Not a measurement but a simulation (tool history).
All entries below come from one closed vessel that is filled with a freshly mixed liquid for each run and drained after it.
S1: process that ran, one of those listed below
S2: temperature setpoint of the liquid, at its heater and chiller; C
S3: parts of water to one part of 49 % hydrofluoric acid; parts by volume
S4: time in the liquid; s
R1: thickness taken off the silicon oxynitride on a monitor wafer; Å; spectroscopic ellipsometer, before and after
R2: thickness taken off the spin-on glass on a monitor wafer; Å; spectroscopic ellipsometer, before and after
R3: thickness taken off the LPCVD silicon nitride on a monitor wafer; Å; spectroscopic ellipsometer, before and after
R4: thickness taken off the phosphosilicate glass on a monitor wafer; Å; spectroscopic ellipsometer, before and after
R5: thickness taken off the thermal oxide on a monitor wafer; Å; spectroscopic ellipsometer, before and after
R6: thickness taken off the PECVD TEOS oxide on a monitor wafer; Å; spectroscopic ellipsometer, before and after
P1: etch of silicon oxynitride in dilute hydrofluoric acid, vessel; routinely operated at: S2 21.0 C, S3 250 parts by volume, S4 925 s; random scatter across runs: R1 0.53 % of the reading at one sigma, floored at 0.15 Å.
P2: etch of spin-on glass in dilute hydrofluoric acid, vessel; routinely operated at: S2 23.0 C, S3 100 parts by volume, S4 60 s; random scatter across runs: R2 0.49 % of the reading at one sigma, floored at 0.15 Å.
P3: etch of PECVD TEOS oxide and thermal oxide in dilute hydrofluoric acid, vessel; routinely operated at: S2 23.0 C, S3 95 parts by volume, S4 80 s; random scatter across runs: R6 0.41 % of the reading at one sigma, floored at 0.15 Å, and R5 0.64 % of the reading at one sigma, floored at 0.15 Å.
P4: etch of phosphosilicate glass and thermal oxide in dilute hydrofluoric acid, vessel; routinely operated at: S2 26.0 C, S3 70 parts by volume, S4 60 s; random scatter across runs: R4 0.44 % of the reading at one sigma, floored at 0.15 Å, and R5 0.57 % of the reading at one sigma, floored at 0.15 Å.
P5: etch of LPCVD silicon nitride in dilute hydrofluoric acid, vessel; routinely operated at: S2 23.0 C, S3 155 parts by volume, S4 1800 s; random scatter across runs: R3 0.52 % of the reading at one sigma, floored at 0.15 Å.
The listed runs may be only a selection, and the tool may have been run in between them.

run 1 hour=5.9 | S1=P1 S2=21.0 S3=250 S4=925 | R1=51.261
run 2 hour=9.6 | S1=P2 S2=23.0 S3=150 S4=60 | R2=116.80
run 3 hour=12.6 | S1=P5 S2=17.0 S3=155 S4=1800 | R3=35.158
run 4 hour=18.2 | S1=P2 S2=23.0 S3=100 S4=60 | R2=185.65
run 5 hour=24.3 | S1=P1 S2=25.0 S3=450 S4=925 | R1=29.465
run 6 hour=27.1 | S1=P4 S2=26.0 S3=70 S4=35 | R4=344.75 R5=25.821
run 7 hour=30.9 | S1=P1 S2=17.0 S3=130 S4=925 | R1=88.058
run 8 hour=34.8 | S1=P1 S2=21.0 S3=415 S4=925 | R1=27.921
run 9 hour=37.7 | S1=P1 S2=21.0 S3=250 S4=245 | R1=13.495
run 10 hour=43.5 | S1=P1 S2=27.0 S3=250 S4=925 | R1=66.372
run 11 hour=47.3 | S1=P4 S2=26.0 S3=30 S4=60 | R4=1482.10 R5=109.160
run 12 hour=52.9 | S1=P3 S2=23.0 S3=20 S4=80 | R5=198.840 R6=445.120
run 13 hour=57.4 | S1=P5 S2=23.0 S3=55 S4=1800 | R3=145.810
run 14 hour=60.3 | S1=P1 S2=21.0 S3=250 S4=1775 | R1=98.204
run 15 hour=66.3 | S1=P3 S2=23.0 S3=95 S4=80 | R5=37.833 R6=83.841
run 16 hour=70.7 | S1=P1 S2=17.0 S3=250 S4=925 | R1=42.629
run 17 hour=75.4 | S1=P4 S2=18.0 S3=70 S4=60 | R4=429.67 R5=31.832
run 18 hour=79.3 | S1=P1 S2=21.0 S3=250 S4=925 | R1=50.874
run 19 hour=84.0 | S1=P2 S2=27.0 S3=100 S4=60 | R2=218.09
run 20 hour=88.0 | S1=P1 S2=21.0 S3=250 S4=925 | R1=51.613
run 21 hour=92.9 | S1=P1 S2=17.5 S3=365 S4=925 | R1=28.026
run 22 hour=96.2 | S1=P2 S2=23.0 S3=100 S4=60 | R2=184.97
run 23 hour=101.2 | S1=P5 S2=23.0 S3=155 S4=1800 | R3=52.967
run 24 hour=105.0 | S1=P2 S2=23.0 S3=100 S4=115 | R2=356.26
run 25 hour=110.9 | S1=P4 S2=26.0 S3=70 S4=60 | R4=594.36 R5=44.041
run 26 hour=116.2 | S1=P3 S2=18.5 S3=95 S4=80 | R5=31.597 R6=69.624
run 27 hour=121.9 | S1=P5 S2=23.0 S3=155 S4=3030 | R3=88.294
run 28 hour=125.1 | S1=P3 S2=23.0 S3=95 S4=165 | R5=77.324 R6=173.920
run 29 hour=129.0 | S1=P1 S2=21.0 S3=80 S4=925 | R1=180.330
run 30 hour=134.7 | S1=P4 S2=26.0 S3=70 S4=60 | R4=592.06 R5=43.448
run 31 hour=140.6 | S1=P1 S2=21.0 S3=250 S4=925 | R1=50.965
run 32 hour=143.8 | S1=P1 S2=21.0 S3=250 S4=925 | R1=52.006
run 33 hour=149.2 | S1=P1 S2=21.0 S3=250 S4=925 | R1=54.160
run 34 hour=154.1 | S1=P1 S2=21.0 S3=250 S4=925 | R1=54.722
run 35 hour=158.9 | S1=P1 S2=21.0 S3=250 S4=925 | R1=55.628
run 36 hour=163.3 | S1=P1 S2=21.0 S3=250 S4=925 | R1=56.800
run 37 hour=168.4 | S1=P1 S2=21.0 S3=250 S4=925 | R1=56.450
run 38 hour=173.1 | S1=P1 S2=21.0 S3=250 S4=925 | R1=57.718
run 39 hour=177.2 | S1=P1 S2=21.0 S3=250 S4=925 | R1=56.824
run 40 hour=181.0 | S1=P1 S2=21.0 S3=250 S4=925 | R1=56.833

What P1 gives has crept off from where it sat before. The 2 causes that follow fit the log equally well, each at the size noted:
A: liquid hotter than its thermometer reads (K) = 2.43
B: hydrofluoric acid flow above the setpoint (%) = 9.72
Onset of the creep was near hour 143.8.

Of the 4 check runs listed below, each run on one wafer and each result written as a question mark, which would let you distinguish the listed causes because they would give clearly different results?
run check 1 hour=184.8 | S1=P3 S2=23.0 S3=95 S4=80 | R5=? R6=?
run check 2 hour=184.8 | S1=P4 S2=26.0 S3=70 S4=60 | R4=? R5=?
run check 3 hour=184.8 | S1=P5 S2=23.0 S3=155 S4=1800 | R3=?
run check 4 hour=184.8 | S1=P2 S2=23.0 S3=100 S4=60 | R2=?

If the cause were each of the candidates in turn, the checks would give the following:
check=check_1 result=R5 if_A=41.752 if_B=42.029
check=check_1 result=R6 if_A=92.764 if_B=93.379
check=check_2 result=R4 if_A=655.13 if_B=658.64
check=check_2 result=R5 if_A=48.577 if_B=48.837
check=check_3 result=R3 if_A=61.418 if_B=57.566
check=check_4 result=R2 if_A=204.75 if_B=206.27
Distance between the nearest two causes, measured in the result of the check that separates them most: check 1 0.66 %; check 2 0.53 %; check 3 6.48 %; check 4 0.74 %
The other checks would show nearly matching results whichever cause is true, so check 3 is the only one that separates the causes.

Here is what check 3 returned: R3 57.824 Å. Which cause is it?

It was cause B: hydrofluoric acid flow above the setpoint (%).
